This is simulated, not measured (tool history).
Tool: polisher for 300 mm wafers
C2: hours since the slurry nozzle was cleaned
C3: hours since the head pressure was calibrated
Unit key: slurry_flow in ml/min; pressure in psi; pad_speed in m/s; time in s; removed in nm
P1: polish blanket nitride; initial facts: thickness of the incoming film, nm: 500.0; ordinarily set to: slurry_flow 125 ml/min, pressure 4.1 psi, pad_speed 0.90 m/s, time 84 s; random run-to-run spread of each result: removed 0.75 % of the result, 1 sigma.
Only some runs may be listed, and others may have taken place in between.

Run 1, hour 8.4: slurry_flow 125 ml/min, pressure 4.1 psi, pad_speed 0.90 m/s, time 84 s; wafers polished on this pad 715; C2 50.0; C3 162.7. Result: removed 142.570 nm.
Run 2, hour 12.5: slurry_flow 125 ml/min, pressure 4.1 psi, pad_speed 0.52 m/s, time 84 s; wafers polished on this pad 763; C2 54.1; C3 166.8. Result: removed 91.468 nm.
Run 3, hour 17.0: slurry_flow 125 ml/min, pressure 4.1 psi, pad_speed 1.40 m/s, time 84 s; wafers polished on this pad 814; C2 58.6; C3 171.3. Result: removed 199.610 nm.
Run 4, hour 25.4: slurry_flow 185 ml/min, pressure 4.1 psi, pad_speed 0.90 m/s, time 84 s; wafers polished on this pad 911; C2 67.0; C3 179.7. Result: removed 153.150 nm.
Run 5, hour 32.5: slurry_flow 125 ml/min, pressure 4.1 psi, pad_speed 0.90 m/s, time 84 s; wafers polished on this pad 992; C2 74.1; C3 186.8. Result: removed 143.520 nm.
Run 6, hour 40.6: slurry_flow 125 ml/min, pressure 4.1 psi, pad_speed 0.90 m/s, time 84 s; wafers polished on this pad 1086; C2 82.2; C3 194.9. Result: removed 141.120 nm.
Run 7, hour 49.1: slurry_flow 125 ml/min, pressure 4.1 psi, pad_speed 0.90 m/s, time 84 s; wafers polished on this pad 1183; C2 90.7; C3 203.4. Result: removed 143.070 nm.
Run 8, hour 53.1: slurry_flow 125 ml/min, pressure 4.1 psi, pad_speed 0.90 m/s, time 132 s; wafers polished on this pad 1229; C2 94.7; C3 207.4. Result: removed 223.350 nm.
Run 9, hour 59.6: slurry_flow 125 ml/min, pressure 4.1 psi, pad_speed 0.90 m/s, time 84 s; wafers polished on this pad 1304; C2 101.2; C3 213.9. Result: removed 141.370 nm.
Run 10, hour 68.3: slurry_flow 125 ml/min, pressure 2.3 psi, pad_speed 0.90 m/s, time 84 s; wafers polished on this pad 1404; C2 109.9; C3 222.6. Result: removed 78.412 nm.
Run 11, hour 75.7: slurry_flow 125 ml/min, pressure 6.3 psi, pad_speed 0.90 m/s, time 84 s; wafers polished on this pad 1489; C2 117.3; C3 230.0. Result: removed 219.800 nm.
Run 12, hour 84.2: slurry_flow 125 ml/min, pressure 4.1 psi, pad_speed 0.90 m/s, time 84 s; wafers polished on this pad 1587; C2 125.8; C3 238.5. Result: removed 138.490 nm.
Run 13, hour 89.5: slurry_flow 125 ml/min, pressure 5.4 psi, pad_speed 1.12 m/s, time 84 s; wafers polished on this pad 1648; C2 131.1; C3 243.8. Result: removed 221.240 nm.

Expected results for the next run?
Run 14, hour 96.6: slurry_flow 125 ml/min, pressure 4.1 psi, pad_speed 0.90 m/s, time 63 s; wafers polished on this pad 1729; C2 138.2; C3 250.9. Result: removed ?.

{"run 14": {"removed": 104.74}}
